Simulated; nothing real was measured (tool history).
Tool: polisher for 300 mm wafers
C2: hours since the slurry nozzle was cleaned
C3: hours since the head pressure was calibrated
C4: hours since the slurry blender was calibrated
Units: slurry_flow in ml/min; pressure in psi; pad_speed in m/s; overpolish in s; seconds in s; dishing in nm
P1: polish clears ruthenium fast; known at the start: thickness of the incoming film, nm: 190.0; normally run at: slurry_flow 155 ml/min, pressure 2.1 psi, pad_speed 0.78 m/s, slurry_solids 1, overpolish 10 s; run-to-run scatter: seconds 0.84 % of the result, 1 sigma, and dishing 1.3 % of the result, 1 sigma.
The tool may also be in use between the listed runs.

{"run": 1, "day": 0.208, "slurry_flow": 155, "pressure": 2.1, "pad_speed": 0.78, "slurry_solids": 1, "overpolish": 10, "wafers polished on this pad": 465, "C2": 450.8, "C3": 223.9, "C4": 162.6, "seconds": 72.024, "dishing": 21.866}
{"run": 2, "day": 0.571, "slurry_flow": 155, "pressure": 2.1, "pad_speed": 0.78, "slurry_solids": 1, "overpolish": 10, "wafers polished on this pad": 511, "C2": 459.5, "C3": 232.6, "C4": 171.3, "seconds": 71.373, "dishing": 21.947}
{"run": 3, "day": 0.817, "slurry_flow": 95, "pressure": 2.1, "pad_speed": 0.78, "slurry_solids": 1, "overpolish": 10, "wafers polished on this pad": 542, "C2": 465.4, "C3": 238.5, "C4": 177.2, "seconds": 78.901, "dishing": 19.821}
{"run": 4, "day": 1.112, "slurry_flow": 155, "pressure": 2.1, "pad_speed": 0.5, "slurry_solids": 1.2, "overpolish": 10, "wafers polished on this pad": 580, "C2": 472.5, "C3": 245.6, "C4": 184.3, "seconds": 102.03, "dishing": 15.674}
{"run": 5, "day": 1.425, "slurry_flow": 155, "pressure": 2.1, "pad_speed": 0.78, "slurry_solids": 1, "overpolish": 10, "wafers polished on this pad": 620, "C2": 480, "C3": 253.1, "C4": 191.8, "seconds": 71.354, "dishing": 22.37}
{"run": 6, "day": 1.833, "slurry_flow": 155, "pressure": 2.1, "pad_speed": 0.78, "slurry_solids": 0.7, "overpolish": 10, "wafers polished on this pad": 672, "C2": 489.8, "C3": 262.9, "C4": 201.6, "seconds": 85.794, "dishing": 18.569}
{"run": 7, "day": 2.029, "slurry_flow": 155, "pressure": 2.1, "pad_speed": 0.78, "slurry_solids": 1, "overpolish": 3, "wafers polished on this pad": 697, "C2": 494.5, "C3": 267.6, "C4": 206.3, "seconds": 71.444, "dishing": 6.8994}
{"run": 8, "day": 2.312, "slurry_flow": 155, "pressure": 2.1, "pad_speed": 0.78, "slurry_solids": 1, "overpolish": 17, "wafers polished on this pad": 733, "C2": 501.3, "C3": 274.4, "C4": 213.1, "seconds": 70.502, "dishing": 36.141}
{"run": 9, "day": 2.654, "slurry_flow": 155, "pressure": 2.8, "pad_speed": 0.78, "slurry_solids": 1, "overpolish": 10, "wafers polished on this pad": 776, "C2": 509.5, "C3": 282.6, "C4": 221.3, "seconds": 53.901, "dishing": 29.23}
{"run": 10, "day": 2.917, "slurry_flow": 155, "pressure": 1.2, "pad_speed": 0.78, "slurry_solids": 1, "overpolish": 10, "wafers polished on this pad": 809, "C2": 515.8, "C3": 288.9, "C4": 227.6, "seconds": 125.87, "dishing": 12.839}
{"run": 11, "day": 3.188, "slurry_flow": 155, "pressure": 2.1, "pad_speed": 1.1, "slurry_solids": 1, "overpolish": 10, "wafers polished on this pad": 844, "C2": 522.3, "C3": 295.4, "C4": 234.1, "seconds": 50.626, "dishing": 30.86}
{"run": 12, "day": 3.517, "slurry_flow": 155, "pressure": 2.1, "pad_speed": 0.78, "slurry_solids": 1, "overpolish": 10, "wafers polished on this pad": 886, "C2": 530.2, "C3": 303.3, "C4": 242, "seconds": 70.039, "dishing": 22.71}
{"run": 13, "day": 3.879, "slurry_flow": 245, "pressure": 2.1, "pad_speed": 0.78, "slurry_solids": 1, "overpolish": 10, "wafers polished on this pad": 932, "C2": 538.9, "C3": 312, "C4": 250.7, "seconds": 66.765, "dishing": 22.678}
{"run": 14, "day": 4.279, "slurry_flow": 155, "pressure": 2.1, "pad_speed": 0.78, "slurry_solids": 1.4, "overpolish": 10, "wafers polished on this pad": 983, "C2": 548.5, "C3": 321.6, "C4": 260.3, "seconds": 62.252, "dishing": 24.741}
{"run": 15, "day": 4.496, "slurry_flow": 155, "pressure": 2.1, "pad_speed": 0.78, "slurry_solids": 1, "overpolish": 10, "wafers polished on this pad": 1010, "C2": 553.7, "C3": 326.8, "C4": 265.5, "seconds": 71.316, "dishing": 21.752}
{"run": 16, "day": 4.754, "slurry_flow": 155, "pressure": 2.1, "pad_speed": 0.48, "slurry_solids": 1, "overpolish": 10, "wafers polished on this pad": 1043, "C2": 559.9, "C3": 333, "C4": 271.7, "seconds": 116.73, "dishing": 13.886}

The next listed run, before its measurement:
{"run": 17, "day": 5.196, "slurry_flow": 155, "pressure": 2.1, "pad_speed": 0.78, "slurry_solids": 1, "overpolish": 10, "wafers polished on this pad": 1099, "C2": 570.5, "C3": 343.6, "C4": 282.3, "seconds": "?", "dishing": "?"}

seconds: 71.129 s
dishing: 22.719 nm

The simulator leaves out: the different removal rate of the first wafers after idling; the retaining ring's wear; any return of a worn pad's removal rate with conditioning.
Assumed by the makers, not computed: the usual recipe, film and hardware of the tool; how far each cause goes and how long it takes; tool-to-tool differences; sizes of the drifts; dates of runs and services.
